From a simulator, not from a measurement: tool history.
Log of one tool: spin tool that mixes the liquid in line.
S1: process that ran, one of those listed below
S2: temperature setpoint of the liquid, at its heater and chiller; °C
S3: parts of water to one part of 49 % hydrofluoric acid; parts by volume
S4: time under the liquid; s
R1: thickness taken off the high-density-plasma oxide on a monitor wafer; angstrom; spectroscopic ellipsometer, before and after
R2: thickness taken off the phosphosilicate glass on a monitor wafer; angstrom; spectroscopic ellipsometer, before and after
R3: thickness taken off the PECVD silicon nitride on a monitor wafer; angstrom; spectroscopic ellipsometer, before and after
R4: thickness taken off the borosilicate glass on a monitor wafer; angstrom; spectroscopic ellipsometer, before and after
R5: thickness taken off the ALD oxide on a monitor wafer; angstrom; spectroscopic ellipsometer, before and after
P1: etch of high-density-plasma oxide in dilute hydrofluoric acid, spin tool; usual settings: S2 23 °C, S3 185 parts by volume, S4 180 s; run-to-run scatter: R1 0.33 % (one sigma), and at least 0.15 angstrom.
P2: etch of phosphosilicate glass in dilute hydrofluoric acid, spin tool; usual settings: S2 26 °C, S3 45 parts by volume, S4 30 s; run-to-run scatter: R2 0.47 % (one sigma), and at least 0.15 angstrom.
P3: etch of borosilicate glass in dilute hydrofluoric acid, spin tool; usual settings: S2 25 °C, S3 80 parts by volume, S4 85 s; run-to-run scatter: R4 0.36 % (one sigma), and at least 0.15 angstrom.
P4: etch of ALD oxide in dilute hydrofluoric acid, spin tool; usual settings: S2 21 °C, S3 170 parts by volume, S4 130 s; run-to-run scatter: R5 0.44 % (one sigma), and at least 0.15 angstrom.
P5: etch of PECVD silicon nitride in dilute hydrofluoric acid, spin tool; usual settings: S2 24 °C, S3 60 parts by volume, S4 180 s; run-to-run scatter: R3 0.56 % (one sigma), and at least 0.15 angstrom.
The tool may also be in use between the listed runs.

{"run": 1, "hour": 7.1, "S1": "P1", "S2": 23, "S3": 185, "S4": 180, "R1": 91.506}
{"run": 2, "hour": 14.6, "S1": "P2", "S2": 26, "S3": 45, "S4": 30, "R2": 1139.5}
{"run": 3, "hour": 20.9, "S1": "P1", "S2": 23, "S3": 65, "S4": 55, "R1": 91.846}
{"run": 4, "hour": 32.0, "S1": "P5", "S2": 24, "S3": 60, "S4": 180, "R3": 99.403}
{"run": 5, "hour": 39.4, "S1": "P3", "S2": 25, "S3": 80, "S4": 85, "R4": 356.63}
{"run": 6, "hour": 47.5, "S1": "P4", "S2": 21, "S3": 290, "S4": 130, "R5": 41.56}
{"run": 7, "hour": 56.8, "S1": "P4", "S2": 21, "S3": 170, "S4": 130, "R5": 79.933}
{"run": 8, "hour": 67.5, "S1": "P5", "S2": 24, "S3": 60, "S4": 355, "R3": 192.56}
{"hour": 70.0, "done": "thermometer replaced"}
{"run": 9, "hour": 74.6, "S1": "P3", "S2": 25, "S3": 145, "S4": 85, "R4": 179.87}
{"run": 10, "hour": 82.2, "S1": "P2", "S2": 26, "S3": 25, "S4": 30, "R2": 2125.7}
{"run": 11, "hour": 91.8, "S1": "P2", "S2": 33.5, "S3": 45, "S4": 30, "R2": 1540.1}
{"run": 12, "hour": 99.0, "S1": "P1", "S2": 28.5, "S3": 185, "S4": 180, "R1": 111.77}
{"run": 13, "hour": 110.9, "S1": "P1", "S2": 23, "S3": 185, "S4": 295, "R1": 150.65}
{"run": 14, "hour": 122.1, "S1": "P3", "S2": 31.5, "S3": 80, "S4": 85, "R4": 454.01}
{"run": 15, "hour": 128.6, "S1": "P1", "S2": 26.5, "S3": 185, "S4": 255, "R1": 147.98}
{"run": 16, "hour": 135.1, "S1": "P4", "S2": 29, "S3": 170, "S4": 130, "R5": 108.19}
{"run": 17, "hour": 147.6, "S1": "P3", "S2": 25, "S3": 80, "S4": 125, "R4": 519.26}
{"run": 18, "hour": 156.9, "S1": "P2", "S2": 26, "S3": 45, "S4": 30, "R2": 1145.2}
{"run": 19, "hour": 166.9, "S1": "P2", "S2": 26, "S3": 45, "S4": 15, "R2": 567.29}
{"run": 20, "hour": 175.1, "S1": "P1", "S2": 23, "S3": 185, "S4": 180, "R1": 90.978}
{"run": 21, "hour": 183.4, "S1": "P4", "S2": 21, "S3": 170, "S4": 245, "R5": 149.88}
{"run": 22, "hour": 194.7, "S1": "P1", "S2": 17.5, "S3": 185, "S4": 180, "R1": 73.506}
{"run": 23, "hour": 206.6, "S1": "P1", "S2": 23, "S3": 185, "S4": 180, "R1": 91.166}
{"run": 24, "hour": 215.5, "S1": "P1", "S2": 23, "S3": 185, "S4": 100, "R1": 50.636}
{"run": 25, "hour": 223.6, "S1": "P1", "S2": 23, "S3": 185, "S4": 180, "R1": 91.856}
{"run": 26, "hour": 229.6, "S1": "P3", "S2": 25, "S3": 80, "S4": 85, "R4": 356.44}
{"run": 27, "hour": 238.5, "S1": "P1", "S2": 26.5, "S3": 110, "S4": 180, "R1": 190.93}
{"run": 28, "hour": 251.0, "S1": "P1", "S2": 23, "S3": 110, "S4": 180, "R1": 166.32}
{"run": 29, "hour": 258.0, "S1": "P5", "S2": 31.5, "S3": 60, "S4": 180, "R3": 157.58}
{"run": 30, "hour": 271.3, "S1": "P1", "S2": 23, "S3": 270, "S4": 180, "R1": 57.436}
{"run": 31, "hour": 277.7, "S1": "P5", "S2": 24, "S3": 95, "S4": 180, "R3": 62.417}
{"run": 32, "hour": 285.0, "S1": "P4", "S2": 21, "S3": 170, "S4": 130, "R5": 79.354}
{"run": 33, "hour": 295.9, "S1": "P1", "S2": 23, "S3": 185, "S4": 180, "R1": 91.269}
{"run": 34, "hour": 304.1, "S1": "P1", "S2": 23, "S3": 185, "S4": 180, "R1": 91.178}
{"run": 35, "hour": 314.9, "S1": "P1", "S2": 23, "S3": 185, "S4": 180, "R1": 87.576}
{"run": 36, "hour": 322.3, "S1": "P1", "S2": 23, "S3": 185, "S4": 180, "R1": 85.302}
{"run": 37, "hour": 328.9, "S1": "P1", "S2": 23, "S3": 185, "S4": 180, "R1": 85.472}
{"run": 38, "hour": 341.2, "S1": "P1", "S2": 23, "S3": 185, "S4": 180, "R1": 84.778}
{"run": 39, "hour": 353.2, "S1": "P1", "S2": 23, "S3": 185, "S4": 180, "R1": 83.839}
{"run": 40, "hour": 364.7, "S1": "P1", "S2": 23, "S3": 185, "S4": 180, "R1": 83.456}

What P1 gives has crept away from where it was. These 2 causes fit the log equally well, each at the size given:
A: hydrofluoric acid flow below the setpoint (%) = 7.08
B: liquid colder than its thermometer reads (K) = 2.32
The creep began at about hour 304.1.

4 check runs are offered, one wafer each, their results left as question marks. Which one tells the causes apart?
{"run": "check 1", "hour": 376.2, "S1": "P5", "S2": 31.5, "S3": 60, "S4": 180, "R3": "?"}
{"run": "check 2", "hour": 376.2, "S1": "P3", "S2": 25, "S3": 130, "S4": 85, "R4": "?"}
{"run": "check 3", "hour": 376.2, "S1": "P4", "S2": 26, "S3": 170, "S4": 130, "R5": "?"}
{"run": "check 4", "hour": 376.2, "S1": "P2", "S2": 33, "S3": 45, "S4": 15, "R2": "?"}

What each check would give under each cause:
check=check_1 result=R3 if_A=148.41 if_B=137.67
check=check_2 result=R4 if_A=187.55 if_B=186.65
check=check_3 result=R5 if_A=88.002 if_B=88.15
check=check_4 result=R2 if_A=694.72 if_B=687.12
How far apart the two closest causes lie, in the result that separates them most: check 1 7.51 %; check 2 0.48 %; check 3 0.17 %; check 4 1.1 %
Only check 1 tells the causes apart: in the others they would give nearly the same result.

Check 1 was then run and gave: R3 148.39 angstrom. Which cause is it?

It is A: hydrofluoric acid flow below the setpoint (%).
